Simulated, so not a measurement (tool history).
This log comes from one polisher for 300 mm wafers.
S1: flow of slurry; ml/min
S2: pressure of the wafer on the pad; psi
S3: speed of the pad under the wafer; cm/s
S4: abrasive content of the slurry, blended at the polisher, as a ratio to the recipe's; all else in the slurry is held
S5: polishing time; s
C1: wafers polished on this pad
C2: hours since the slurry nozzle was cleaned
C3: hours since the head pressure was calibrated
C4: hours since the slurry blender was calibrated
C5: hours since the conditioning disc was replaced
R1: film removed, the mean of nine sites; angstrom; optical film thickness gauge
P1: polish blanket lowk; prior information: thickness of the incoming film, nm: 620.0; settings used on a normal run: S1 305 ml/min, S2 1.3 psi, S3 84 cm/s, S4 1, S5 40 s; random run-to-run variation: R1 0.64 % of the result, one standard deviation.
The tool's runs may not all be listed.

run	day	S1	S2	S3	S4	S5	C1	C2	C3	C4	C5	R1
1	0.746	305	1.3	84	1	40	192	246.5	105.4	78.5	93.6	86.992
2	1.304	305	1.3	84	1.45	40	274	259.9	118.8	91.9	107	101.81
3	1.971	305	0.6	84	1	40	371	275.9	134.8	107.9	123	39.953
4	2.354	305	1.3	38	1	40	427	285.1	144	117.1	132.2	45.974
5	2.783	305	1.3	84	1	40	489	295.4	154.3	127.4	142.5	86.532
6	3.488	305	0.6	116	1	40	592	312.3	171.2	144.3	159.4	51.867
7	4.212	465	1.3	84	0.75	40	698	329.7	188.6	161.7	176.8	78.118
8	4.95	305	1.3	126	1	40	805	347.4	206.3	179.4	194.5	121.01
9	5.633	305	1.3	84	0.65	40	905	363.8	222.7	195.8	210.9	70.49
10	6.4	305	1.3	84	1	40	1017	382.2	241.1	214.2	229.3	87.267
11	6.854	305	1.9	84	1	40	1083	393.1	252	225.1	240.2	127.78
12	7.383	305	1.3	84	1	18	1160	405.8	264.7	237.8	252.9	39.351
13	8.138	305	2	84	1	62	1270	423.9	282.8	255.9	271	207.98

Run 14 is up next; what results do you expect?
14	8.496	305	1.3	84	1	40	1322	432.5	291.4	264.5	279.6	?

Run 14 gave R1 86.785 angstrom.
